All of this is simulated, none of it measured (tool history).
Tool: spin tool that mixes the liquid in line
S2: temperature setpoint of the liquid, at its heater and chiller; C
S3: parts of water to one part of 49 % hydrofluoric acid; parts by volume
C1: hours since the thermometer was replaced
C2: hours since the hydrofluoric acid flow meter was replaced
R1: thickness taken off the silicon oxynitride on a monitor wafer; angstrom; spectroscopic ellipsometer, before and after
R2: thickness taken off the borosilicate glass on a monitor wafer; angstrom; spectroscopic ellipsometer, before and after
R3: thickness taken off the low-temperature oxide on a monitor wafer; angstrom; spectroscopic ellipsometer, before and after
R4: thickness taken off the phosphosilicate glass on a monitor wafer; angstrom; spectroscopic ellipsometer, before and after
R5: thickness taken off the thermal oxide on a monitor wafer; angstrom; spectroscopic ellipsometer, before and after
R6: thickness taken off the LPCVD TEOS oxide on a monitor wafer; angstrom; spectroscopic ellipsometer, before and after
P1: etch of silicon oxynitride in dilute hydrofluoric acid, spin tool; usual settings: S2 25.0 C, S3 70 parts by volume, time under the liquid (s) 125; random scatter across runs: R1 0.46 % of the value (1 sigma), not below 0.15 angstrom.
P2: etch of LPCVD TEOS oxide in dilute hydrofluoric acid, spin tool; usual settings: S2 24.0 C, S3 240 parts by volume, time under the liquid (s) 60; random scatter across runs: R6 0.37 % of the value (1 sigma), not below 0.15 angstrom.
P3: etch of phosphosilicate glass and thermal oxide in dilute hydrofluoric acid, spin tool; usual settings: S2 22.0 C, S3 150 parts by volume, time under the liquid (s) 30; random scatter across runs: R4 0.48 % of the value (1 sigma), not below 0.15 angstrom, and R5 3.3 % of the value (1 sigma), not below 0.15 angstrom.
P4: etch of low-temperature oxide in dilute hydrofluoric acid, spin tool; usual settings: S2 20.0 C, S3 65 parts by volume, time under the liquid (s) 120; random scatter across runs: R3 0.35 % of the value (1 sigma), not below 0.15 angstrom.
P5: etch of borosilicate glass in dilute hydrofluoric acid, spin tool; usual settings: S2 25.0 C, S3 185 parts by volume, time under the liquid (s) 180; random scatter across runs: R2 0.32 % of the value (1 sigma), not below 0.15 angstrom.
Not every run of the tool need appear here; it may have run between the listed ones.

{"run": 1, "day": 0.258, "process that ran": "P1", "S2": 25.0, "S3": 70, "time under the liquid (s)": 125, "C1": 792.2, "C2": 1491.0, "R1": 65.072}
{"run": 2, "day": 0.488, "process that ran": "P1", "S2": 25.0, "S3": 70, "time under the liquid (s)": 125, "C1": 797.7, "C2": 1496.5, "R1": 65.442}
{"run": 3, "day": 0.742, "process that ran": "P5", "S2": 33.5, "S3": 185, "time under the liquid (s)": 180, "C1": 803.8, "C2": 1502.6, "R2": 231.54}
{"run": 4, "day": 0.925, "process that ran": "P1", "S2": 25.0, "S3": 70, "time under the liquid (s)": 125, "C1": 808.2, "C2": 1507.0, "R1": 64.87}
{"run": 5, "day": 1.117, "process that ran": "P5", "S2": 25.0, "S3": 185, "time under the liquid (s)": 270, "C1": 812.8, "C2": 1511.6, "R2": 256.68}
{"run": 6, "day": 1.358, "process that ran": "P4", "S2": 20.0, "S3": 65, "time under the liquid (s)": 120, "C1": 818.6, "C2": 1517.4, "R3": 322.56}
{"run": 7, "day": 1.554, "process that ran": "P1", "S2": 20.0, "S3": 70, "time under the liquid (s)": 20, "C1": 823.3, "C2": 1522.1, "R1": 8.2824}
{"run": 8, "day": 1.704, "process that ran": "P1", "S2": 25.0, "S3": 100, "time under the liquid (s)": 125, "C1": 826.9, "C2": 1525.7, "R1": 44.523}
{"run": 9, "day": 1.892, "process that ran": "P3", "S2": 22.0, "S3": 50, "time under the liquid (s)": 30, "C1": 831.4, "C2": 1530.2, "R4": 630.3, "R5": 28.58}
{"run": 10, "day": 2.012, "process that ran": "P3", "S2": 22.0, "S3": 150, "time under the liquid (s)": 60, "C1": 834.3, "C2": 1533.1, "R4": 376.25, "R5": 17.797}
{"run": 11, "day": 2.262, "process that ran": "P4", "S2": 17.0, "S3": 65, "time under the liquid (s)": 120, "C1": 840.3, "C2": 1539.1, "R3": 283.9}
{"run": 12, "day": 2.458, "process that ran": "P4", "S2": 20.0, "S3": 65, "time under the liquid (s)": 120, "C1": 845.0, "C2": 1543.8, "R3": 323.9}
{"run": 13, "day": 2.621, "process that ran": "P1", "S2": 32.0, "S3": 70, "time under the liquid (s)": 125, "C1": 848.9, "C2": 1547.7, "R1": 89.239}
{"run": 14, "day": 2.829, "process that ran": "P4", "S2": 20.0, "S3": 115, "time under the liquid (s)": 120, "C1": 853.9, "C2": 1552.7, "R3": 173.05}
{"run": 15, "day": 2.954, "process that ran": "P1", "S2": 25.0, "S3": 70, "time under the liquid (s)": 50, "C1": 856.9, "C2": 1555.7, "R1": 26.161}
{"run": 16, "day": 3.2, "process that ran": "P2", "S2": 24.0, "S3": 240, "time under the liquid (s)": 15, "C1": 862.8, "C2": 1561.6, "R6": 27.514}
{"run": 17, "day": 3.342, "process that ran": "P1", "S2": 25.0, "S3": 70, "time under the liquid (s)": 195, "C1": 866.2, "C2": 1565.0, "R1": 100.49}
{"run": 18, "day": 3.529, "process that ran": "P2", "S2": 24.0, "S3": 240, "time under the liquid (s)": 60, "C1": 870.7, "C2": 1569.5, "R6": 108.82}
{"run": 19, "day": 3.646, "process that ran": "P2", "S2": 17.0, "S3": 240, "time under the liquid (s)": 60, "C1": 873.5, "C2": 1572.3, "R6": 84.222}
{"run": 20, "day": 3.767, "process that ran": "P1", "S2": 20.0, "S3": 70, "time under the liquid (s)": 125, "C1": 876.4, "C2": 1575.2, "R1": 50.645}
{"run": 21, "day": 4.012, "process that ran": "P5", "S2": 25.0, "S3": 285, "time under the liquid (s)": 180, "C1": 882.3, "C2": 1581.1, "R2": 99.737}
{"run": 22, "day": 4.171, "process that ran": "P4", "S2": 20.0, "S3": 65, "time under the liquid (s)": 15, "C1": 886.1, "C2": 1584.9, "R3": 40.351}
{"run": 23, "day": 4.421, "process that ran": "P1", "S2": 25.0, "S3": 25, "time under the liquid (s)": 195, "C1": 892.1, "C2": 1590.9, "R1": 295.26}
{"run": 24, "day": 4.592, "process that ran": "P5", "S2": 25.0, "S3": 185, "time under the liquid (s)": 180, "C1": 896.2, "C2": 1595.0, "R2": 169.3}
{"run": 25, "day": 4.738, "process that ran": "P1", "S2": 25.0, "S3": 20, "time under the liquid (s)": 125, "C1": 899.7, "C2": 1598.5, "R1": 235.54}
{"run": 26, "day": 4.958, "process that ran": "P1", "S2": 25.0, "S3": 70, "time under the liquid (s)": 125, "C1": 905.0, "C2": 1603.8, "R1": 64.906}
{"run": 27, "day": 5.133, "process that ran": "P3", "S2": 18.0, "S3": 150, "time under the liquid (s)": 30, "C1": 909.2, "C2": 1608.0, "R4": 160.78, "R5": 7.1701}
{"run": 28, "day": 5.292, "process that ran": "P3", "S2": 22.0, "S3": 150, "time under the liquid (s)": 30, "C1": 913.0, "C2": 1611.8, "R4": 187.1, "R5": 8.5404}
{"run": 29, "day": 5.529, "process that ran": "P1", "S2": 25.0, "S3": 70, "time under the liquid (s)": 125, "C1": 918.7, "C2": 1617.5, "R1": 65.035}
{"run": 30, "day": 5.671, "process that ran": "P1", "S2": 25.0, "S3": 70, "time under the liquid (s)": 125, "C1": 922.1, "C2": 1620.9, "R1": 64.875}
{"run": 31, "day": 5.783, "process that ran": "P2", "S2": 24.0, "S3": 45, "time under the liquid (s)": 60, "C1": 924.8, "C2": 1623.6, "R6": 729.94}
{"run": 32, "day": 5.925, "process that ran": "P1", "S2": 25.0, "S3": 70, "time under the liquid (s)": 125, "C1": 928.2, "C2": 1627.0, "R1": 64.261}
{"run": 33, "day": 6.067, "process that ran": "P1", "S2": 25.0, "S3": 70, "time under the liquid (s)": 125, "C1": 931.6, "C2": 1630.4, "R1": 66.804}
{"run": 34, "day": 6.267, "process that ran": "P1", "S2": 25.0, "S3": 70, "time under the liquid (s)": 125, "C1": 936.4, "C2": 1635.2, "R1": 68.118}
{"run": 35, "day": 6.467, "process that ran": "P1", "S2": 25.0, "S3": 70, "time under the liquid (s)": 125, "C1": 941.2, "C2": 1640.0, "R1": 68.945}
{"run": 36, "day": 6.712, "process that ran": "P1", "S2": 25.0, "S3": 70, "time under the liquid (s)": 125, "C1": 947.1, "C2": 1645.9, "R1": 70.483}
{"run": 37, "day": 6.883, "process that ran": "P1", "S2": 25.0, "S3": 70, "time under the liquid (s)": 125, "C1": 951.2, "C2": 1650.0, "R1": 69.262}
{"run": 38, "day": 7.1, "process that ran": "P1", "S2": 25.0, "S3": 70, "time under the liquid (s)": 125, "C1": 956.4, "C2": 1655.2, "R1": 70.606}
{"run": 39, "day": 7.254, "process that ran": "P1", "S2": 25.0, "S3": 70, "time under the liquid (s)": 125, "C1": 960.1, "C2": 1658.9, "R1": 70.311}
{"run": 40, "day": 7.421, "process that ran": "P1", "S2": 25.0, "S3": 70, "time under the liquid (s)": 125, "C1": 964.1, "C2": 1662.9, "R1": 70.116}
{"run": 41, "day": 7.558, "process that ran": "P1", "S2": 25.0, "S3": 70, "time under the liquid (s)": 125, "C1": 967.4, "C2": 1666.2, "R1": 70.742}
{"run": 42, "day": 7.758, "process that ran": "P1", "S2": 25.0, "S3": 70, "time under the liquid (s)": 125, "C1": 972.2, "C2": 1671.0, "R1": 70.35}

What P1 gives has crept off from where it sat before. The 2 causes that follow fit the log equally well, each at the size noted:
A: liquid hotter than its thermometer reads (K) = 1.89
B: hydrofluoric acid flow above the setpoint (%) = 8.79
The gradual shift began around day 5.925.

Which of the 4 check runs listed below separates the causes, so that each cause would produce a clearly different result? Each run uses one wafer, and its results are marked with question marks.
{"run": "check 1", "day": 7.958, "process that ran": "P5", "S2": 32.0, "S3": 185, "time under the liquid (s)": 250, "R2": "?"}
{"run": "check 2", "day": 7.958, "process that ran": "P2", "S2": 17.0, "S3": 50, "time under the liquid (s)": 60, "R6": "?"}
{"run": "check 3", "day": 7.958, "process that ran": "P4", "S2": 17.0, "S3": 65, "time under the liquid (s)": 35, "R3": "?"}
{"run": "check 4", "day": 7.958, "process that ran": "P3", "S2": 22.0, "S3": 55, "time under the liquid (s)": 50, "R4": "?", "R5": "?"}

What every check run would give for each of its results, assuming each possible cause in turn:
check=check_1 result=R2 if_A=324.240 if_B=337.470
check=check_2 result=R6 if_A=527.540 if_B=531.350
check=check_3 result=R3 if_A=89.933 if_B=90.764
check=check_4 result=R4 if_A=1027.10 if_B=1039.10
check=check_4 result=R5 if_A=46.5390 if_B=47.0830
Minimum pairwise separation of causes per check, each pair taken at its best-separating result: check 1 4 %; check 2 0.72 %; check 3 0.92 %; check 4 1.16 %
Check 1 is the one run that separates the causes; every other check would come out nearly the same whichever cause is at work.

Check 1 was then run and gave: R2 339.060 angstrom. Which cause is it?

It was cause B: hydrofluoric acid flow above the setpoint (%).
